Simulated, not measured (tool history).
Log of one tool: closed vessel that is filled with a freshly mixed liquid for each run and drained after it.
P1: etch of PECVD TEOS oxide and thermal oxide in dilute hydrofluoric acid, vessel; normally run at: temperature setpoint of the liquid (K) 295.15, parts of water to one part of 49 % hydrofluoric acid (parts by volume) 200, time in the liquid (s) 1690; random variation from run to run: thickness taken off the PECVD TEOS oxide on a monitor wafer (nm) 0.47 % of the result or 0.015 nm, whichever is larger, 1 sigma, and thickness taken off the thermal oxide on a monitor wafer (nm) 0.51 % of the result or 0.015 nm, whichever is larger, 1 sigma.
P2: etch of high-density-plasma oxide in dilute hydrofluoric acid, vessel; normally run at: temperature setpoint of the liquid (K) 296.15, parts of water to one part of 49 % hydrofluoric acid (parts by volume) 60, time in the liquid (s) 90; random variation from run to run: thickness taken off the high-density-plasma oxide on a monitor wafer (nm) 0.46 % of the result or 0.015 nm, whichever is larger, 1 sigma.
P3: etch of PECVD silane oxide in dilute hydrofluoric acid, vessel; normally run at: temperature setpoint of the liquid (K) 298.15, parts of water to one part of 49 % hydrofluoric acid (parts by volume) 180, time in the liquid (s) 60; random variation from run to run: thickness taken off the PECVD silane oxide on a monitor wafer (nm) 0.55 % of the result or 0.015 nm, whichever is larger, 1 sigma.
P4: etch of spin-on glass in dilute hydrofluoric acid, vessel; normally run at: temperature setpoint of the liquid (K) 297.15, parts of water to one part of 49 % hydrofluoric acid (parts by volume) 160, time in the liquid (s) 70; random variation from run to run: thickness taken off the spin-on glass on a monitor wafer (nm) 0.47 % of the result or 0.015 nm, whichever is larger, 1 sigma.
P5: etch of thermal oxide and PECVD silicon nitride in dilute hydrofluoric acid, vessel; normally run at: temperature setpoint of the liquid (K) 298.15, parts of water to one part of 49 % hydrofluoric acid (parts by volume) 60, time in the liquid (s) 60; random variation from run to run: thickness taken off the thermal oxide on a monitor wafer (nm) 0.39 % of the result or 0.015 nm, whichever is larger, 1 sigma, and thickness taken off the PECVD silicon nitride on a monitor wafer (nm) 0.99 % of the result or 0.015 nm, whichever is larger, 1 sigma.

| run | hour | process that ran | temperature setpoint of the liquid (K) | parts of water to one part of 49 % hydrofluoric acid (parts by volume) | time in the liquid (s) | hours since the thermometer was replaced | hours since the hydrofluoric acid flow meter was replaced | thickness taken off the PECVD TEOS oxide on a monitor wafer (nm) | thickness taken off the thermal oxide on a monitor wafer (nm) | thickness taken off the PECVD silicon nitride on a monitor wafer (nm) | thickness taken off the spin-on glass on a monitor wafer (nm) | thickness taken off the PECVD silane oxide on a monitor wafer (nm) | thickness taken off the high-density-plasma oxide on a monitor wafer (nm) |
|---|---|---|---|---|---|---|---|---|---|---|---|---|---|
| 1 | 14.2 | P1 | 295.15 | 200 | 1690 | 1023.8 | 956.7 | 60.435 | 32.5710 |  |  |  |  |
| 2 | 29.1 | P1 | 300.15 | 200 | 3140 | 1038.7 | 971.6 | 135.050 | 72.5790 |  |  |  |  |
| 3 | 42.1 | P5 | 298.15 | 60 | 115 | 1051.7 | 984.6 |  | 10.5080 | 4.9011 |  |  |  |
| 4 | 51.2 | P5 | 291.15 | 60 | 60 | 1060.8 | 993.7 |  | 4.0661 | 1.6247 |  |  |  |
| 5 | 67.3 | P1 | 301.15 | 200 | 1690 | 1076.9 | 1009.8 | 75.247 | 40.2050 |  |  |  |  |
| 6 | 79.2 | P4 | 297.15 | 160 | 35 | 1088.8 | 1021.7 |  |  |  | 9.4037 |  |  |
| 7 | 87.5 | P4 | 297.15 | 290 | 70 | 1097.1 | 1030.0 |  |  |  | 8.9829 |  |  |
| 8 | 95.3 | P3 | 298.15 | 180 | 60 | 1104.9 | 1037.8 |  |  |  |  | 12.461 |  |
| 9 | 109.6 | P2 | 296.15 | 60 | 90 | 1119.2 | 1052.1 |  |  |  |  |  | 9.1199 |
| 10 | 126.6 | P1 | 295.15 | 200 | 1690 | 1136.2 | 1069.1 | 60.233 | 32.1950 |  |  |  |  |
| 11 | 141.8 | P2 | 302.65 | 60 | 90 | 1151.4 | 1084.3 |  |  |  |  |  | 11.7370 |
| 12 | 156.1 | P1 | 295.15 | 200 | 310 | 1165.7 | 1098.6 | 11.031 | 5.9532 |  |  |  |  |
| 13 | 170.8 | P1 | 295.15 | 200 | 1690 | 1180.4 | 1113.3 | 60.713 | 32.3910 |  |  |  |  |
| 14 | 185.7 | P1 | 295.15 | 350 | 1690 | 1195.3 | 1128.2 | 29.859 | 16.1590 |  |  |  |  |
| 15 | 200.3 | P3 | 298.15 | 45 | 60 | 1209.9 | 1142.8 |  |  |  |  | 58.354 |  |
| 16 | 215.3 | P2 | 296.15 | 100 | 90 | 1224.9 | 1157.8 |  |  |  |  |  | 5.2266 |
| 17 | 230.1 | P4 | 297.15 | 160 | 70 | 1239.7 | 1172.6 |  |  |  | 18.6940 |  |  |
|  | 234.3 | thermometer replaced |
| 18 | 244.1 | P2 | 296.15 | 60 | 30 | 9.8 | 1186.6 |  |  |  |  |  | 3.0200 |
| 19 | 257.1 | P1 | 295.15 | 200 | 2945 | 22.8 | 1199.6 | 105.770 | 56.5590 |  |  |  |  |
| 20 | 266.1 | P3 | 298.15 | 180 | 115 | 31.8 | 1208.6 |  |  |  |  | 23.525 |  |
| 21 | 277.8 | P5 | 298.15 | 20 | 60 | 43.5 | 1220.3 |  | 17.3720 | 7.5154 |  |  |  |
| 22 | 288.6 | P2 | 296.15 | 60 | 90 | 54.3 | 1231.1 |  |  |  |  |  | 9.1890 |

The next listed run, before its measurement:
| 23 | 297.8 | P1 | 295.15 | 200 | 1690 | 63.5 | 1240.3 | ? | ? |  |  |  |  |

{"run 23": {"thickness taken off the PECVD TEOS oxide on a monitor wafer (nm)": 60.402, "thickness taken off the thermal oxide on a monitor wafer (nm)": 32.469}}
